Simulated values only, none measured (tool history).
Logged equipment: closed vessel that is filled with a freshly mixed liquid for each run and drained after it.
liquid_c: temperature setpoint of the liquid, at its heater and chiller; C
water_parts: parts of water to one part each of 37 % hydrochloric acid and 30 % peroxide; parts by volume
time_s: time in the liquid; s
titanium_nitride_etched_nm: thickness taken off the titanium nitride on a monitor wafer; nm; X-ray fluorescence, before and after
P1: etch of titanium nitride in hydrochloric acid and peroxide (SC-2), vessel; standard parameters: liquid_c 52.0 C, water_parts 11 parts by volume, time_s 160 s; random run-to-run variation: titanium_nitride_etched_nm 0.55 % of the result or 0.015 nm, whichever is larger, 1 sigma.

Run 1, hour 15.9: liquid_c 52.0 C, water_parts 11 parts by volume, time_s 160 s. Result: titanium_nitride_etched_nm 7.7914 nm.
At hour 27.9: thermometer replaced.
Run 2, hour 30.5: liquid_c 52.0 C, water_parts 15 parts by volume, time_s 80 s. Result: titanium_nitride_etched_nm 3.0001 nm.
Run 3, hour 39.0: liquid_c 37.0 C, water_parts 11 parts by volume, time_s 160 s. Result: titanium_nitride_etched_nm 2.7994 nm.
Run 4, hour 49.4: liquid_c 52.0 C, water_parts 11 parts by volume, time_s 160 s. Result: titanium_nitride_etched_nm 7.8733 nm.
Run 5, hour 64.7: liquid_c 66.5 C, water_parts 11 parts by volume, time_s 160 s. Result: titanium_nitride_etched_nm 19.5620 nm.
At hour 65.9: new drum of peroxide connected.
Run 6, hour 72.8: liquid_c 52.0 C, water_parts 4 parts by volume, time_s 160 s. Result: titanium_nitride_etched_nm 16.8620 nm.
Run 7, hour 88.1: liquid_c 38.5 C, water_parts 15 parts by volume, time_s 160 s. Result: titanium_nitride_etched_nm 2.3908 nm.
Run 8, hour 102.8: liquid_c 52.0 C, water_parts 11 parts by volume, time_s 160 s. Result: titanium_nitride_etched_nm 7.8440 nm.
Run 9, hour 119.6: liquid_c 52.0 C, water_parts 11 parts by volume, time_s 160 s. Result: titanium_nitride_etched_nm 7.8971 nm.
Run 10, hour 133.3: liquid_c 52.0 C, water_parts 20 parts by volume, time_s 160 s. Result: titanium_nitride_etched_nm 4.6317 nm.
Run 11, hour 146.2: liquid_c 52.0 C, water_parts 11 parts by volume, time_s 50 s. Result: titanium_nitride_etched_nm 2.4392 nm.
Run 12, hour 157.2: liquid_c 52.0 C, water_parts 11 parts by volume, time_s 305 s. Result: titanium_nitride_etched_nm 14.9350 nm.
Run 13, hour 166.4: liquid_c 52.0 C, water_parts 11 parts by volume, time_s 160 s. Result: titanium_nitride_etched_nm 7.8210 nm.
Run 14, hour 180.0: liquid_c 52.0 C, water_parts 11 parts by volume, time_s 160 s. Result: titanium_nitride_etched_nm 7.8424 nm.
Run 15, hour 196.5: liquid_c 52.0 C, water_parts 11 parts by volume, time_s 160 s. Result: titanium_nitride_etched_nm 8.0958 nm.
Run 16, hour 211.1: liquid_c 52.0 C, water_parts 11 parts by volume, time_s 160 s. Result: titanium_nitride_etched_nm 8.2162 nm.
Run 17, hour 224.3: liquid_c 52.0 C, water_parts 11 parts by volume, time_s 160 s. Result: titanium_nitride_etched_nm 8.3999 nm.
Run 18, hour 232.4: liquid_c 52.0 C, water_parts 11 parts by volume, time_s 160 s. Result: titanium_nitride_etched_nm 8.4513 nm.
Run 19, hour 248.9: liquid_c 52.0 C, water_parts 11 parts by volume, time_s 160 s. Result: titanium_nitride_etched_nm 8.5270 nm.
Run 20, hour 259.3: liquid_c 52.0 C, water_parts 11 parts by volume, time_s 160 s. Result: titanium_nitride_etched_nm 8.5533 nm.
Run 21, hour 273.6: liquid_c 52.0 C, water_parts 11 parts by volume, time_s 160 s. Result: titanium_nitride_etched_nm 8.5170 nm.
Run 22, hour 285.8: liquid_c 52.0 C, water_parts 11 parts by volume, time_s 160 s. Result: titanium_nitride_etched_nm 8.4871 nm.
Run 23, hour 294.7: liquid_c 52.0 C, water_parts 11 parts by volume, time_s 160 s. Result: titanium_nitride_etched_nm 8.4775 nm.

Run 24 has not been measured yet. What should we expect?
Run 24, hour 307.3: liquid_c 52.0 C, water_parts 11 parts by volume, time_s 160 s. Result: titanium_nitride_etched_nm ?.

{"run 24": {"titanium_nitride_etched_nm": 8.6903}}

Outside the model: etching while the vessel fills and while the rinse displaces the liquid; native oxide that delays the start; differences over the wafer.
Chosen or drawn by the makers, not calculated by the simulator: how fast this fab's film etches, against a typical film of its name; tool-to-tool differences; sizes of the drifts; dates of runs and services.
